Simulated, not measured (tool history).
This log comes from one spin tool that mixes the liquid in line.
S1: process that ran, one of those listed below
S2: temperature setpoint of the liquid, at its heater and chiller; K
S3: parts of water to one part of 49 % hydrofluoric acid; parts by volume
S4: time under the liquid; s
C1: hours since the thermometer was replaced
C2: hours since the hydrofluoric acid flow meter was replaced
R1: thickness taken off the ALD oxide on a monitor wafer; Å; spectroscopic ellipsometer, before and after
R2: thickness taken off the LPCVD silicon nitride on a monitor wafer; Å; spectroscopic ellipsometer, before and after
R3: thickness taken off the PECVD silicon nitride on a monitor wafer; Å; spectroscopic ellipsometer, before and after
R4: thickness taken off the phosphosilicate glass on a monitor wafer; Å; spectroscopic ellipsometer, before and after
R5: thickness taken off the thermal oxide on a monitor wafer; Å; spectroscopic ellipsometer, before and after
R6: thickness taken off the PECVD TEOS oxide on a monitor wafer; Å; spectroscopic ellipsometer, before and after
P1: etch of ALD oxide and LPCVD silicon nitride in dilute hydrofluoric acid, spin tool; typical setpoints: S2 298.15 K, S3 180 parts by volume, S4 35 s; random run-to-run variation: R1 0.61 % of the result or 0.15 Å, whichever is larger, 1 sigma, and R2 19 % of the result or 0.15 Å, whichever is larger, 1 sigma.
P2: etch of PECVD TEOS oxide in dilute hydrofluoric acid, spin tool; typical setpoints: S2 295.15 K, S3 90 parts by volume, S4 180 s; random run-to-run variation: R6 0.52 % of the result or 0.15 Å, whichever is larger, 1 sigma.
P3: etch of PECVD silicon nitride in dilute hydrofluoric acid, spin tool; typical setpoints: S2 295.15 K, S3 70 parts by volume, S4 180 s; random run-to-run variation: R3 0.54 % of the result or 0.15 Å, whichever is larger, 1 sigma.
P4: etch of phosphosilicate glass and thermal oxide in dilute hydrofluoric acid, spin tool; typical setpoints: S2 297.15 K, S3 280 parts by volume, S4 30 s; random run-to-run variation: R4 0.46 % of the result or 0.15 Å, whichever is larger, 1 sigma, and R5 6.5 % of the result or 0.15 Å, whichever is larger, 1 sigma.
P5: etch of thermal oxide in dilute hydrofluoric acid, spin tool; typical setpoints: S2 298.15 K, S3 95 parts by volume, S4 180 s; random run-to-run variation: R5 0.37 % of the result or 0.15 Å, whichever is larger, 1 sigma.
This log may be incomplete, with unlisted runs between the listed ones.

run,hour,S1,S2,S3,S4,C1,C2,R1,R2,R3,R4,R5,R6
1,6.6,P1,298.15,180,35,1196.1,374.0,40.917,1.29140,,,,
2,11.7,P1,293.65,180,35,1201.2,379.1,33.888,1.07680,,,,
3,18.2,P3,290.15,70,180,1207.7,385.6,,,50.1640,,,
4,25.2,P1,303.15,180,35,1214.7,392.6,48.185,1.49230,,,,
5,31.6,P1,298.15,180,35,1221.1,399.0,39.908,0.80666,,,,
6,38.1,P4,291.65,280,30,1227.6,405.5,,,,54.271,3.4724,
7,41.8,P3,295.15,70,180,1231.3,409.2,,,70.6270,,,
# hour 48.2: thermometer replaced
8,50.0,P1,298.15,180,35,1.8,417.4,40.083,1.35120,,,,
9,54.3,P1,298.15,255,35,6.1,421.7,26.250,0.61792,,,,
10,58.1,P1,298.15,70,35,9.9,425.5,118.090,2.67820,,,,
# hour 60.8: hydrofluoric acid flow meter replaced
11,65.4,P5,298.15,50,180,17.2,4.6,,,,,193.7600,
12,70.4,P1,298.15,180,60,22.2,9.6,69.190,1.92290,,,,
13,77.0,P2,295.15,90,180,28.8,16.2,,,,,,339.51
14,82.4,P1,290.65,180,50,34.2,21.6,42.744,0.85416,,,,
15,87.3,P1,298.15,180,35,39.1,26.5,40.057,0.77754,,,,
16,92.8,P5,290.15,95,180,44.6,32.0,,,,,69.1010,
17,98.7,P2,295.15,90,355,50.5,37.9,,,,,,669.43
18,105.0,P2,295.15,90,180,56.8,44.2,,,,,,339.98
19,109.0,P3,295.15,30,180,60.8,48.2,,,163.1000,,,
20,115.7,P1,298.15,180,15,67.5,54.9,17.161,0.40394,,,,
21,122.3,P3,295.15,70,15,74.1,61.5,,,5.9226,,,
22,130.3,P4,297.15,280,55,82.1,69.5,,,,120.860,7.6057,
23,134.7,P5,298.15,95,180,86.5,73.9,,,,,96.8870,
24,142.7,P4,297.15,280,30,94.5,81.9,,,,65.972,4.3458,
25,150.8,P2,290.15,90,180,102.6,90.0,,,,,,277.35
26,155.9,P5,298.15,95,365,107.7,95.1,,,,,195.2600,
27,163.5,P4,297.15,120,30,115.3,102.7,,,,185.400,11.2200,
28,170.9,P1,293.65,75,35,122.7,110.1,92.441,1.51520,,,,
29,176.4,P3,295.15,70,180,128.2,115.6,,,71.3780,,,
30,180.2,P2,295.15,165,180,132.0,119.4,,,,,,170.96
31,185.4,P1,298.15,180,35,137.2,124.6,40.663,1.17070,,,,
32,191.6,P1,298.15,180,35,143.4,130.8,41.604,1.10930,,,,
33,196.1,P1,298.15,180,35,147.9,135.3,41.943,0.77004,,,,
34,202.7,P1,298.15,180,35,154.5,141.9,42.511,1.06680,,,,
35,209.6,P1,298.15,180,35,161.4,148.8,42.619,1.02640,,,,
36,216.3,P1,298.15,180,35,168.1,155.5,43.400,1.13690,,,,
37,221.3,P1,298.15,180,35,173.1,160.5,42.741,1.11730,,,,
38,225.7,P1,298.15,180,35,177.5,164.9,42.962,1.15270,,,,

What P1 gives has crept off from where it sat before. The 2 causes that follow fit the log equally well, each at the size noted:
A: liquid hotter than its thermometer reads (K) = 1.82
B: hydrofluoric acid flow above the setpoint (%) = 5.71
The process output started creeping at around hour 185.4.

Consider the 4 single-wafer check runs listed below, results given as question marks: which one distinguishes between the causes by giving clearly different results for each?
check 1,230.1,P5,298.15,95,180,,,,,,,?,
check 2,230.1,P4,297.15,280,30,,,,,,?,?,
check 3,230.1,P3,295.15,70,180,,,,,?,,,
check 4,230.1,P2,295.15,90,180,,,,,,,,?

Expected result of each check under each candidate cause:
check,result,if A,if B
check 1,R5,103.3600,102.4300
check 2,R4,70.832,71.354
check 2,R5,4.4087,4.4412
check 3,R3,80.3020,75.0040
check 4,R6,366.25,361.88
Minimum pairwise separation of causes per check, each pair taken at its best-separating result: check 1 0.91 %; check 2 0.73 %; check 3 6.82 %; check 4 1.2 %
Only check 3 tells the causes apart: in the others they would give nearly the same result.

Check 3 has now been run. It gave: R3 74.8300 Å. Which of the candidate causes is it?

Of the candidate causes, it is B: hydrofluoric acid flow above the setpoint (%).

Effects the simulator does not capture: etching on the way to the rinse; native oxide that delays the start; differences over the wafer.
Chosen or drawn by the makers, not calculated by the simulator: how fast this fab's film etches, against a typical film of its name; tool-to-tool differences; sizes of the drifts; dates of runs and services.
